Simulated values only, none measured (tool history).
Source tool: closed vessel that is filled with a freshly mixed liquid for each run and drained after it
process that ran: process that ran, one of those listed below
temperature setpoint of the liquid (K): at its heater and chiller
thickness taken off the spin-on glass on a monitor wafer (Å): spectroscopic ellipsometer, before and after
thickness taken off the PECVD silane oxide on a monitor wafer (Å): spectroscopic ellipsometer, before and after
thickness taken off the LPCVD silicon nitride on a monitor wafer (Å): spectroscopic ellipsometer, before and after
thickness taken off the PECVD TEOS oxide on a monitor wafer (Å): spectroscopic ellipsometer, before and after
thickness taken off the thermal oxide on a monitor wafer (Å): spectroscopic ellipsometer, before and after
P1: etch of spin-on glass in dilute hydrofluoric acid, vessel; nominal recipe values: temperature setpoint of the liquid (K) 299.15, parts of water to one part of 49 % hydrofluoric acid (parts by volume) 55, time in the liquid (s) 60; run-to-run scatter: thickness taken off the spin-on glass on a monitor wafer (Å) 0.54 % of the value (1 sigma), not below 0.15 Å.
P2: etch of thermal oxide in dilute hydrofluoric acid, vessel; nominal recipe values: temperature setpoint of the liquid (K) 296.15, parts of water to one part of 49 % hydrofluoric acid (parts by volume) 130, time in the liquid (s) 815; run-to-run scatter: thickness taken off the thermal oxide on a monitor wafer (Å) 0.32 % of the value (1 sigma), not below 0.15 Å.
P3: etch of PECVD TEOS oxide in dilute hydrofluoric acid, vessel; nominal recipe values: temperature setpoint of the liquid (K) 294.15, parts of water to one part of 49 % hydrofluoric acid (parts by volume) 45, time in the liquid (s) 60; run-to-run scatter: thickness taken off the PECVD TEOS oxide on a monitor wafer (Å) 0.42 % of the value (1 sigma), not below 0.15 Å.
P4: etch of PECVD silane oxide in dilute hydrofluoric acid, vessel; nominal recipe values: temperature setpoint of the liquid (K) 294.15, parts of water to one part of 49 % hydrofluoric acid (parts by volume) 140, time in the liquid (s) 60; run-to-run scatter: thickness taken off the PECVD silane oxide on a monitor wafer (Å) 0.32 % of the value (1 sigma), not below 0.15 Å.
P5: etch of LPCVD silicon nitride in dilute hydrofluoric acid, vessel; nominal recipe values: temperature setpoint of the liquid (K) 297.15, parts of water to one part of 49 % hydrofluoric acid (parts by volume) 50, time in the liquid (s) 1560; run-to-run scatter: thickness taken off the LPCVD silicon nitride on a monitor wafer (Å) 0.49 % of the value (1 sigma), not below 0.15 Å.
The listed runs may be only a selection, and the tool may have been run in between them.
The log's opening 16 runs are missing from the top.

run,hour,process that ran,temperature setpoint of the liquid (K),parts of water to one part of 49 % hydrofluoric acid (parts by volume),time in the liquid (s),hours since the thermometer was replaced,hours since the hydrofluoric acid flow meter was replaced,thickness taken off the spin-on glass on a monitor wafer (Å),thickness taken off the PECVD silane oxide on a monitor wafer (Å),thickness taken off the LPCVD silicon nitride on a monitor wafer (Å),thickness taken off the PECVD TEOS oxide on a monitor wafer (Å),thickness taken off the thermal oxide on a monitor wafer (Å)
# hour 157.1: hydrofluoric acid flow meter replaced
17,161.5,P5,297.15,50,1560,996.9,4.5,,,155.6,,
18,167.5,P1,294.15,20,60,1002.9,10.5,965.08,,,,
19,176.4,P3,290.15,45,60,1011.8,19.4,,,,92.722,
20,188.1,P2,296.15,130,815,1023.5,31.1,,,,,276.19
21,200.5,P1,299.15,55,60,1035.9,43.5,412.4,,,,
22,213.4,P1,299.15,90,60,1048.8,56.4,240.86,,,,
23,219.7,P2,296.15,130,1560,1055.1,62.7,,,,,525.75
24,227.5,P1,299.15,20,60,1062.9,70.5,1192.4,,,,
25,236.5,P5,297.15,50,1560,1071.9,79.5,,,154.25,,
26,248.4,P1,299.15,55,115,1083.8,91.4,788.07,,,,
27,261.4,P4,294.15,240,60,1096.8,104.4,,71.044,,,
28,269.6,P2,296.15,130,815,1105,112.6,,,,,275.56
29,278,P4,301.15,140,60,1113.4,121,,177.04,,,
30,287.1,P1,299.15,55,60,1122.5,130.1,414.21,,,,
31,293.1,P1,299.15,55,60,1128.5,136.1,403.22,,,,

What does the tool deliver on the next run?
32,304.9,P1,299.15,55,60,1140.3,147.9,?,,,,

thickness taken off the spin-on glass on a monitor wafer (Å): 392.58
